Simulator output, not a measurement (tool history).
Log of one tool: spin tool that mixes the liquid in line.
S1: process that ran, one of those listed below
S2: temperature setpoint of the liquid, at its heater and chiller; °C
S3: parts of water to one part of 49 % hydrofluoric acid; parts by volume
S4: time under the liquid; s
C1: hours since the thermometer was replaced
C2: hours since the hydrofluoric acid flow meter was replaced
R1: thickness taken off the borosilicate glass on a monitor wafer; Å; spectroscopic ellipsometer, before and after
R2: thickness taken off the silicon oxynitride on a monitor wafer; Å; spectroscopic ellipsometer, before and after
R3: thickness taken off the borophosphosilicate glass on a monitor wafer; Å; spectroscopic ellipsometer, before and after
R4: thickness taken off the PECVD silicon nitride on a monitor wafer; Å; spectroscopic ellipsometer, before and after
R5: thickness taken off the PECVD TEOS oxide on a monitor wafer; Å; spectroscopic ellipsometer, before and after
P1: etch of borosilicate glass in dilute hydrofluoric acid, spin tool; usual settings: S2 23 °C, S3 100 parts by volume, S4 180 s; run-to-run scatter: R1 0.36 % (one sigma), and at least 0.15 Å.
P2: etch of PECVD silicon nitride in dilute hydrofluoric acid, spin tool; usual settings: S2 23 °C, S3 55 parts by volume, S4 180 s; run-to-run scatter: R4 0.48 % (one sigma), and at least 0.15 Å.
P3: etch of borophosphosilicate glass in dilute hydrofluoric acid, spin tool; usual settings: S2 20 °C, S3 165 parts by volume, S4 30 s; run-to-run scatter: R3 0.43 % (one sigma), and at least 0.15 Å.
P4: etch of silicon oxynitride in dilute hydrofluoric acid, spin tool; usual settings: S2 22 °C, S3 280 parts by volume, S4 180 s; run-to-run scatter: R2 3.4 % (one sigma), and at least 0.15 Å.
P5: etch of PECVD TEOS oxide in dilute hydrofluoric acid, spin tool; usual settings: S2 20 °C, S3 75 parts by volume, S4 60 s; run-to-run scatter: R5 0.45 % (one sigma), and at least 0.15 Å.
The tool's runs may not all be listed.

run   hour  S1  S2   S3   S4     C1     C2      R1      R2      R3      R4      R5
  1      6  P1  23  100  180  228.6  571.4  481.35
  2   11.8  P4  22  280  180  234.4  577.2          7.2513
  3   23.6  P1  17  100  105  246.2    589  220.77
  4   29.4  P3  20  165   30    252  594.8                   126.1
  5   39.2  P3  24  165   30  261.8  604.6                  148.02
  6   50.2  P1  23  100  180  272.8  615.6  483.41
  7   55.7  P4  22  280  180  278.3  621.1           7.613
  8   66.4  P3  20  165   30    289  631.8                  126.28
  9   76.4  P4  17  280  180    299  641.8             5.7
 10   87.1  P1  23  100  180  309.7  652.5  484.03
 11   92.9  P3  20  165   45  315.5  658.3                  190.33
 12  104.3  P1  17  100  180  326.9  669.7  379.36
 13  115.3  P4  22  280   15  337.9  680.7          0.9738
 14  122.2  P1  17   50  180  344.8  687.6  797.07
 15  133.8  P1  30  100  180  356.4  699.2  635.59
 16  142.7  P4  22  175  180  365.3  708.1          13.139
 17  148.8  P2  17   55  180  371.4  714.2                          84.681
 18  157.8  P1  23  100  180  380.4  723.2  485.78
 19  166.9  P2  23   95  180  389.5  732.3                          74.647
       167  -- hydrofluoric acid flow meter replaced
 20  174.2  P5  20   40   60  396.8    7.2                                  115.27
 21  181.9  P2  23   55  180  404.5   14.9                          127.85
 22  190.7  P1  23   35  180  413.3   23.7  1498.8
 23  200.2  P5  20   75   60  422.8   33.2                                  58.499
 24  206.7  P1  23  100   60  429.3   39.7  161.68
 25  213.5  P2  23   55   70  436.1   46.5                          49.841

Run 26 comes next. What will it give?
 26  223.5  P5  20  75  20  446.1  56.5                   ?

Run 26 gave R5 19.653 Å.
